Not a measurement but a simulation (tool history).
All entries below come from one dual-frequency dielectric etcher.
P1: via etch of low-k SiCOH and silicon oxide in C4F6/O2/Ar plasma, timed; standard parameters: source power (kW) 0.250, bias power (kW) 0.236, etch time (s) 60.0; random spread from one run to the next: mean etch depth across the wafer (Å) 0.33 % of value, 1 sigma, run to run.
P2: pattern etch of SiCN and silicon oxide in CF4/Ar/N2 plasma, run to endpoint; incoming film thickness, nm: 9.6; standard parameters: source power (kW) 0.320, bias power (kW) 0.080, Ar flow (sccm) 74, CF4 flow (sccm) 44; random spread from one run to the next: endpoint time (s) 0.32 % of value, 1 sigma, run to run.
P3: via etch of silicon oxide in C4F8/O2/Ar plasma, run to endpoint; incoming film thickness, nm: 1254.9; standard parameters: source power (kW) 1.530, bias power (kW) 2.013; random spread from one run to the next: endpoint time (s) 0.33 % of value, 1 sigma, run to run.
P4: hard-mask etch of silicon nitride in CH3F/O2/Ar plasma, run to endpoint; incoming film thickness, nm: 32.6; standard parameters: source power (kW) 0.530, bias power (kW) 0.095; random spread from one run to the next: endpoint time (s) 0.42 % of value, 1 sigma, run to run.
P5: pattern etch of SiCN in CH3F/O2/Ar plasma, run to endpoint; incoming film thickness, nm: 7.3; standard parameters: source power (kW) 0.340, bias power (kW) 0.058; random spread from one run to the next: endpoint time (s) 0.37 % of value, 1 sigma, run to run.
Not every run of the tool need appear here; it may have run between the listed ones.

run   hour  process that ran  source power (kW)  bias power (kW)  etch time (s)  Ar flow (sccm)  CF4 flow (sccm)  hours since the last wet clean  hours since the last source power generator calibration  hours since the last bias power generator calibration  mean etch depth across the wafer (Å)  endpoint time (s)
  1    5.9                P1              0.250            0.236           60.0                                                            138.7                                                   1612.2                                                 1993.7                               1474.30
  2   11.4                P1              0.250            0.138           60.0                                                            144.2                                                   1617.7                                                 1999.2                               1231.30
  3   16.8                P4              0.530            0.095                                                                           149.6                                                   1623.1                                                 2004.6                                                   37.376
      20.9  -- wet clean of the chamber
  4   22.7                P1              0.330            0.236           60.0                                                              1.8                                                   1629.0                                                 2010.5                               1644.40
  5   26.0                P2              0.320            0.080                             74               44                             5.1                                                   1632.3                                                 2013.8                                                   14.580
  6   31.4                P3              1.530            2.013                                                                            10.5                                                   1637.7                                                 2019.2                                                  273.560
  7   35.6                P2              0.320            0.080                             74               53                            14.7                                                   1641.9                                                 2023.4                                                   14.319
  8   40.9                P2              0.220            0.080                             74               44                            20.0                                                   1647.2                                                 2028.7                                                   20.175
  9   45.8                P1              0.250            0.236           33.0                                                             24.9                                                   1652.1                                                 2033.6                                812.41
 10   48.6                P1              0.250            0.236           78.5                                                             27.7                                                   1654.9                                                 2036.4                               1932.00
 11   52.3                P5              0.340            0.081                                                                            31.4                                                   1658.6                                                 2040.1                                                   19.928
 12   55.3                P1              0.250            0.236           60.0                                                             34.4                                                   1661.6                                                 2043.1                               1470.20
 13   58.4                P5              0.340            0.058                                                                            37.5                                                   1664.7                                                 2046.2                                                   22.344
 14   63.2                P1              0.250            0.295           60.0                                                             42.3                                                   1669.5                                                 2051.0                               1594.80
 15   67.6                P1              0.300            0.236           34.5                                                             46.7                                                   1673.9                                                 2055.4                                905.86
 16   72.9                P1              0.190            0.236           60.0                                                             52.0                                                   1679.2                                                 2060.7                               1335.70
 17   76.5                P5              0.410            0.058                                                                            55.6                                                   1682.8                                                 2064.3                                                   20.916
 18   82.1                P3              1.530            2.432                                                                            61.2                                                   1688.4                                                 2069.9                                                  257.530
 19   88.0                P1              0.210            0.310           60.0                                                             67.1                                                   1694.3                                                 2075.8                               1517.50
 20   92.6                P3              0.910            2.013                                                                            71.7                                                   1698.9                                                 2080.4                                                  335.120
 21   95.5                P5              0.340            0.058                                                                            74.6                                                   1701.8                                                 2083.3                                                   22.453
 22   99.3                P1              0.320            0.236           34.5                                                             78.4                                                   1705.6                                                 2087.1                                924.80
 23  102.5                P4              0.530            0.063                                                                            81.6                                                   1708.8                                                 2090.3                                                   42.808
 24  106.6                P2              0.320            0.103                             74               44                            85.7                                                   1712.9                                                 2094.4                                                   13.262
 25  112.5                P1              0.250            0.236           60.0                                                             91.6                                                   1718.8                                                 2100.3                               1466.90
 26  115.8                P1              0.250            0.236           60.0                                                             94.9                                                   1722.1                                                 2103.6                               1465.00
 27  120.5                P4              0.730            0.095                                                                            99.6                                                   1726.8                                                 2108.3                                                   33.106
 28  124.8                P3              1.530            2.013                                                                           103.9                                                   1731.1                                                 2112.6                                                  273.170
 29  128.8                P2              0.320            0.080                             46               44                           107.9                                                   1735.1                                                 2116.6                                                   13.634
 30  134.2                P1              0.250            0.236           60.0                                                            113.3                                                   1740.5                                                 2122.0                               1465.00
 31  140.0                P1              0.250            0.236           60.0                                                            119.1                                                   1746.3                                                 2127.8                               1482.60
 32  144.0                P1              0.250            0.236           60.0                                                            123.1                                                   1750.3                                                 2131.8                               1480.00
 33  148.3                P1              0.250            0.236           60.0                                                            127.4                                                   1754.6                                                 2136.1                               1488.40
 34  154.0                P1              0.250            0.236           60.0                                                            133.1                                                   1760.3                                                 2141.8                               1487.80
 35  157.1                P1              0.250            0.236           60.0                                                            136.2                                                   1763.4                                                 2144.9                               1486.30
 36  163.0                P1              0.250            0.236           60.0                                                            142.1                                                   1769.3                                                 2150.8                               1500.70
     163.1  -- wet clean of the chamber
 37  167.2                P1              0.250            0.236           60.0                                                              4.1                                                   1773.5                                                 2155.0                               1504.10
 38  170.6                P1              0.250            0.236           60.0                                                              7.5                                                   1776.9                                                 2158.4                               1498.70
 39  173.4                P1              0.250            0.236           60.0                                                             10.3                                                   1779.7                                                 2161.2                               1493.70
 40  177.2                P1              0.250            0.236           60.0                                                             14.1                                                   1783.5                                                 2165.0                               1496.20
 41  180.3                P1              0.250            0.236           60.0                                                             17.2                                                   1786.6                                                 2168.1                               1497.50
 42  184.5                P1              0.250            0.236           60.0                                                             21.4                                                   1790.8                                                 2172.3                               1494.90

Something has made what P1 gives creep away from where it was; the 2 causes below, each at its own stated size, fit the log equally well:
A: source power that arrives over what is set, % = 4.45
B: bias power that arrives over what is set, % = 4.9
The process output started creeping at around hour 140.0.
The rest of the possible causes, and what rules out each one:
chamber walls in a state that raises the etch rate, %: maintenance at hour 163.1, after the shift began, did not return the process to its former output

Of the 4 check runs below, each run on 2 wafers with the results averaged and each result still a question mark, which one would tell the listed causes apart?
check 1  188.7                P5              0.340            0.076                                                                                                                                                                                                                                                        ?
check 2  188.7                P3              1.070            2.326                                                                                                                                                                                                                                                        ?
check 3  188.7                P2              0.320            0.080                             48               44                                                                                                                                                                                                        ?
check 4  188.7                P4              0.690            0.066                                                                                                                                                                                                                                                        ?

Check results expected under each cause:
  check             result     if A     if B
check 1  endpoint time (s)   20.043   20.020
check 2  endpoint time (s)  296.110  296.760
check 3  endpoint time (s)   13.239   13.534
check 4  endpoint time (s)   37.544   37.598
Minimum pairwise separation of causes per check, each pair taken at its best-separating result: check 1 0.11 %; check 2 0.22 %; check 3 2.2 %; check 4 0.14 %
The other checks would show nearly matching results whichever cause is true, so check 3 is the only one that separates the causes.

Running check 3 produced the following: endpoint time (s) 13.228. Which one of the listed causes fits?

The cause is A: source power that arrives over what is set, %.
